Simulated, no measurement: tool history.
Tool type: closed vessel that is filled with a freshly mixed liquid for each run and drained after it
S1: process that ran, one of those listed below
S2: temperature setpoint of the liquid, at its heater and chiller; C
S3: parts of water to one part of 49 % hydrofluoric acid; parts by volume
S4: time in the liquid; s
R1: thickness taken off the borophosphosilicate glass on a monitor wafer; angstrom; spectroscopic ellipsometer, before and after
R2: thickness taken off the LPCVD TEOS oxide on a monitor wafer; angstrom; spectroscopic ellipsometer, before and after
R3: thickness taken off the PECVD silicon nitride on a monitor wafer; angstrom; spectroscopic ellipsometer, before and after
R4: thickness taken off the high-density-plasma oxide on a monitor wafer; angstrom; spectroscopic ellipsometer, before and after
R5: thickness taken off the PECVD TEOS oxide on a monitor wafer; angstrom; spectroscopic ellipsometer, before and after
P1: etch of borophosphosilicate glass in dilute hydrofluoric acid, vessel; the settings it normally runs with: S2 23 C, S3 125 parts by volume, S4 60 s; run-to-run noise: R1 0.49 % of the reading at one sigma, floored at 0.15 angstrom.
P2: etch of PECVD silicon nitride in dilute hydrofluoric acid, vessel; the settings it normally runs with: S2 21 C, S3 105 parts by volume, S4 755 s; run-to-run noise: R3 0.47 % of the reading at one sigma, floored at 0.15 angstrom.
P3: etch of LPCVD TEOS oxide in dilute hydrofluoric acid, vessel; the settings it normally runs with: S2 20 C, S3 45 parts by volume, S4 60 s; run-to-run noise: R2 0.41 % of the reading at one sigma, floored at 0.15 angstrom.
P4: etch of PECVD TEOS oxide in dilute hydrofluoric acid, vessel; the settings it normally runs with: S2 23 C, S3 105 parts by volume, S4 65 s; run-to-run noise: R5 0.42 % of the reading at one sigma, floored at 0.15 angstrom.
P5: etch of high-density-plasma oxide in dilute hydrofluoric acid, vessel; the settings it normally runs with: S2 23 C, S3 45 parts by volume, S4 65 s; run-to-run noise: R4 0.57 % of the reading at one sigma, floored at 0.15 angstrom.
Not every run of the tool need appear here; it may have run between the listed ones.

run	hour	S1	S2	S3	S4	R1	R2	R3	R4	R5
1	12.4	P1	23	125	60	172.62				
2	28.7	P3	20	45	30		208.81			
3	41.8	P2	21	150	755			133.59		
4	49.4	P1	23	125	60	173.39				
5	61	P5	23	75	65				57.077	
6	71	P1	23	45	60	533.49				
7	81.3	P4	23	160	65					47.826
8	89.3	P1	23	125	60	175.09				
9	101.4	P2	21	105	755			189		
10	114.6	P1	23	125	35	102.26				
11	123.2	P1	23	220	60	89.103				
12	137.7	P1	27.5	125	30	104.72				
13	154	P1	23	125	60	173.02				
14	163.1	P1	23	125	115	334.15				
15	172.3	P1	23	125	60	175.1				
16	181.9	P3	27	45	60		561.47			
17	191.9	P1	30	125	30	113.31				
18	204.2	P4	17	105	65					60.528
19	214.1	P1	23	125	60	173.95				
20	229.2	P1	28.5	125	60	215.27				
21	240.3	P2	26.5	105	755			274.33		
22	250.8	P3	20	45	60		417.9			
23	263.6	P5	23	45	65				98.376	
24	275.8	P5	19	45	65				81.99	
25	287.9	P2	21	105	1445			362.92		
# hour 292.6: thermometer replaced
26	303.1	P1	23	125	60	173.97				
27	318	P4	23	105	100					119.41
28	333.9	P5	23	45	30				45.166	
29	341.2	P4	23	105	65					77.758
30	350.8	P1	19.5	125	60	151.43				
31	359.6	P3	20	25	60		774.25			
32	370.3	P1	23	125	60	174.82				
33	384.3	P1	23	125	60	179.74				
34	393.8	P1	23	125	60	183.32				
35	407.6	P1	23	125	60	182.73				
36	416.8	P1	23	125	60	184.71				
37	424.5	P1	23	125	60	186.51				
38	433.7	P1	23	125	60	187.58				
39	440.9	P1	23	125	60	187.54				
40	452.3	P1	23	125	60	187.71				
41	461.6	P1	23	125	60	186.48				

Predict the results of run 42:
42	471.5	P1	23	125	60	?				

For run 42 the tool returned R1 187.62 angstrom.

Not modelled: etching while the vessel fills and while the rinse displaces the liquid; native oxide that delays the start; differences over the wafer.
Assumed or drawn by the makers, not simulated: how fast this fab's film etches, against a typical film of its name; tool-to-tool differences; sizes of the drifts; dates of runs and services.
